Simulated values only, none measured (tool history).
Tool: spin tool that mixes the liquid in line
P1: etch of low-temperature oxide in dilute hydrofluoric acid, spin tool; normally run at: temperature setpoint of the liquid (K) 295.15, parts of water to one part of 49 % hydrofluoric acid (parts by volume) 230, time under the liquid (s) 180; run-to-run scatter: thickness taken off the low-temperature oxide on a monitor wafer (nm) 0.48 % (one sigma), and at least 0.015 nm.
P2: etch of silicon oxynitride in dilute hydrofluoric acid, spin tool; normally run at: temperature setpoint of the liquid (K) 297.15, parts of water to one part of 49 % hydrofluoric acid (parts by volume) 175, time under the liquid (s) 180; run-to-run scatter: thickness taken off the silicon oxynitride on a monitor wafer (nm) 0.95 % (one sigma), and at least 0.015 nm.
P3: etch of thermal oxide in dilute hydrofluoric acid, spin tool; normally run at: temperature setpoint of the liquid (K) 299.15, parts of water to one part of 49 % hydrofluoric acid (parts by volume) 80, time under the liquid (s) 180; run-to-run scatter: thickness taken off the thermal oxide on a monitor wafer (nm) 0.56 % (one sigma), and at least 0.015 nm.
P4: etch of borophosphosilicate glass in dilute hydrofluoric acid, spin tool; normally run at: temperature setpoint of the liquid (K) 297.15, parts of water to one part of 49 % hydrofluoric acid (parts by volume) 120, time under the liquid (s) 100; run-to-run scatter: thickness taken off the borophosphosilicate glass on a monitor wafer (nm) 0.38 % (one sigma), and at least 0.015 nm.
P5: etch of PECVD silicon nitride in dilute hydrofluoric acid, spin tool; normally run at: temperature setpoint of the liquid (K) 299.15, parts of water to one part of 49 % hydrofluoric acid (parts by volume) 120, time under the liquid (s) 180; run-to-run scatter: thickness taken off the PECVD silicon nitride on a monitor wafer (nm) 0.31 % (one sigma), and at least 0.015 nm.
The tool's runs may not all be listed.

run  hour  process that ran  temperature setpoint of the liquid (K)  parts of water to one part of 49 % hydrofluoric acid (parts by volume)  time under the liquid (s)  thickness taken off the low-temperature oxide on a monitor wafer (nm)  thickness taken off the silicon oxynitride on a monitor wafer (nm)  thickness taken off the borophosphosilicate glass on a monitor wafer (nm)  thickness taken off the PECVD silicon nitride on a monitor wafer (nm)  thickness taken off the thermal oxide on a monitor wafer (nm)
  1   3.6                P1                                  295.15                                                                     230                        180                                                                 6.7141
  2   8.5                P2                                  297.15                                                                     175                        180                                                                                                                                     2.7004
  3  12.8                P2                                  291.65                                                                     175                        180                                                                                                                                     2.0812
  4  16.2                P4                                  302.65                                                                     120                        100                                                                                                                                                                                                                73.364
  5  21.6                P1                                  300.15                                                                     230                        180                                                                 8.0123
  6  26.4                P4                                  297.15                                                                     120                         15                                                                                                                                                                                                                8.9327
     27.1  -- hydrofluoric acid flow meter replaced
  7  31.3                P1                                  295.15                                                                     230                         60                                                                 2.2268
  8  36.1                P1                                  295.15                                                                      75                         30                                                                 4.0769
  9  39.1                P5                                  299.15                                                                     120                        180                                                                                                                                                                                                                                                                                       7.0601
 10  44.1                P4                                  297.15                                                                     120                        100                                                                                                                                                                                                                59.575
 11  48.1                P1                                  295.15                                                                     230                        315                                                                 11.686
 12  53.4                P1                                  295.15                                                                     145                        180                                                                 11.614
 13  58.4                P1                                  295.15                                                                     365                        180                                                                 3.7323
 14  60.8                P1                                  299.15                                                                     230                         35                                                                 1.5019
 15  63.2                P4                                  297.15                                                                      65                        100                                                                                                                                                                                                                117.63
 16  65.9                P3                                  306.65                                                                      80                        180                                                                                                                                                                                                                                                                                                                                                      15.832
 17  70.6                P2                                  297.15                                                                     175                        300                                                                                                                                     4.4978
 18  75.7                P1                                  290.15                                                                     230                        180                                                                 5.5334
 19  78.7                P5                                  299.15                                                                      50                        180                                                                                                                                                                                                                                                                                       16.792
 20  82.7                P3                                  299.15                                                                      80                         95                                                                                                                                                                                                                                                                                                                                                       6.257
 21  85.8                P2                                  297.15                                                                     315                        180                                                                                                                                      1.352
 22  90.3                P1                                  295.15                                                                     230                        180                                                                 6.7064
 23  92.9                P3                                  299.15                                                                     125                        180                                                                                                                                                                                                                                                                                                                                                      7.2492

The next listed run, before its measurement:
 24  95.5                P3                                  299.15                                                                      80                        180                                                                                                                                                                                                                                                                                                                                                           ?

{"run 24": {"thickness taken off the thermal oxide on a monitor wafer (nm)": 11.873}}
